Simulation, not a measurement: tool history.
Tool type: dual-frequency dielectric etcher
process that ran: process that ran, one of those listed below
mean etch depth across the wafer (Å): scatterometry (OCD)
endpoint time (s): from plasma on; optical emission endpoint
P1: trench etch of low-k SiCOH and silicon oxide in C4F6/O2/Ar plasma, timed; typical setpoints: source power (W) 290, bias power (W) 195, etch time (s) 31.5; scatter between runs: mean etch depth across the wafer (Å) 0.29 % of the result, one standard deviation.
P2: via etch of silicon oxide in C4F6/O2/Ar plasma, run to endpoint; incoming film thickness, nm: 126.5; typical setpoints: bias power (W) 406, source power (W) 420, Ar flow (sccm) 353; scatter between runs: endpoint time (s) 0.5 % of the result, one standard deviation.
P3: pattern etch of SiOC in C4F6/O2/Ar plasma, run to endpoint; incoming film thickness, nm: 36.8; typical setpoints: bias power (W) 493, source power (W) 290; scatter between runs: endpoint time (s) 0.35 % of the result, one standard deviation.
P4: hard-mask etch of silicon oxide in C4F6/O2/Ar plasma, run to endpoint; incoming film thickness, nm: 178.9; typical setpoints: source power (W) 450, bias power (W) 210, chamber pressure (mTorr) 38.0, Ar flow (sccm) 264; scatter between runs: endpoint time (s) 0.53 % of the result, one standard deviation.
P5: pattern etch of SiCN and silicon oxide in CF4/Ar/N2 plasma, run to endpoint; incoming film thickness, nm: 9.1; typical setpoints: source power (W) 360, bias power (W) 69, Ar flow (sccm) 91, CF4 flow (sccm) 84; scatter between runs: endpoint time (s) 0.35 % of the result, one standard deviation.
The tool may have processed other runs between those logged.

run,hour,process that ran,source power (W),bias power (W),etch time (s),Ar flow (sccm),CF4 flow (sccm),chamber pressure (mTorr),mean etch depth across the wafer (Å),endpoint time (s)
1,7.3,P1,290,195,31.5,,,,849.99,
2,15.3,P5,290,69,,91,84,,,15.308
3,28.1,P5,360,69,,109,84,,,12.936
4,39.2,P2,420,406,,428,,,,30.343
5,49.6,P1,290,195,31.5,,,,847.31,
6,59.3,P3,290,493,,,,,,13.915
7,70.2,P1,290,195,31.5,,,,851.20,
8,81.8,P1,290,195,23.0,,,,624.83,
9,92.4,P3,190,493,,,,,,16.189
10,98.2,P2,420,406,,353,,,,30.001
11,109.1,P1,220,195,31.5,,,,761.85,
12,122.0,P2,420,522,,353,,,,27.351
13,133.1,P4,450,126,,264,,38.0,,61.105
14,144.1,P1,290,195,31.5,,,,848.32,
15,153.6,P4,450,210,,264,,38.0,,52.132
16,162.7,P1,360,195,31.5,,,,923.48,
17,169.3,P5,360,46,,91,84,,,14.271
18,179.7,P2,420,406,,353,,,,29.665
19,186.8,P1,290,233,18.5,,,,530.24,
20,195.2,P4,450,210,,264,,38.0,,52.320
21,207.7,P5,360,69,,91,117,,,12.008
22,217.1,P4,450,210,,366,,38.0,,53.762
23,228.2,P3,290,493,,,,,,13.906
24,237.7,P1,290,251,31.5,,,,926.72,
25,247.3,P1,290,152,31.5,,,,792.06,
26,254.4,P5,360,69,,91,84,,,12.569
27,263.1,P3,290,349,,,,,,15.979
28,272.8,P4,450,210,,264,,28.5,,50.533
29,280.1,P2,250,406,,353,,,,36.184
30,288.8,P1,290,195,31.5,,,,850.12,
31,299.2,P1,290,195,40.0,,,,1076.70,
32,312.6,P1,290,195,31.5,,,,846.98,
33,322.7,P4,610,210,,264,,38.0,,46.399
34,332.5,P1,290,195,31.5,,,,851.00,
35,341.2,P1,290,195,31.5,,,,860.84,
36,347.2,P1,290,195,31.5,,,,860.07,
37,353.4,P1,290,195,31.5,,,,861.98,
# hour 355.6: wet clean of the chamber
38,363.3,P1,290,195,31.5,,,,864.42,
39,373.1,P1,290,195,31.5,,,,862.32,
40,380.6,P1,290,195,31.5,,,,865.94,

P1 has crept away from where it was. The log is fitted equally well by each of these 2 causes, at the sizes shown:
A: bias power that arrives over what is set, % = 4.5
B: source power that arrives over what is set, % = 3.85
The gradual shift began around hour 332.5.
Excluded causes, each with its reason:
chamber walls in a state that raises the etch rate, %: work on it at hour 355.6, done after the drift set in, did not restore what the process gave before

4 check runs are offered, each on 2 wafers whose results are averaged, their results left as question marks. Which one tells the causes apart?
check 1,388.1,P3,250,349,,,,,,?
check 2,388.1,P4,450,210,,350,,38.0,,?
check 3,388.1,P5,360,49,,91,105,,,?
check 4,388.1,P2,260,464,,353,,,,?

Outcome of each check run for each possible cause:
check,result,if A,if B
check 1,endpoint time (s),16.515,16.547
check 2,endpoint time (s),53.002,52.986
check 3,endpoint time (s),13.397,13.117
check 4,endpoint time (s),33.462,33.555
Minimum pairwise separation of causes per check, each pair taken at its best-separating result: check 1 0.19 %; check 2 0.03 %; check 3 2.11 %; check 4 0.28 %
The causes can be told apart only by check 3. The other checks would give nearly the same results under each of them.

Check 3 has now been run. It gave: endpoint time (s) 13.373. Which of the candidate causes is it?

The cause is A: bias power that arrives over what is set, %.

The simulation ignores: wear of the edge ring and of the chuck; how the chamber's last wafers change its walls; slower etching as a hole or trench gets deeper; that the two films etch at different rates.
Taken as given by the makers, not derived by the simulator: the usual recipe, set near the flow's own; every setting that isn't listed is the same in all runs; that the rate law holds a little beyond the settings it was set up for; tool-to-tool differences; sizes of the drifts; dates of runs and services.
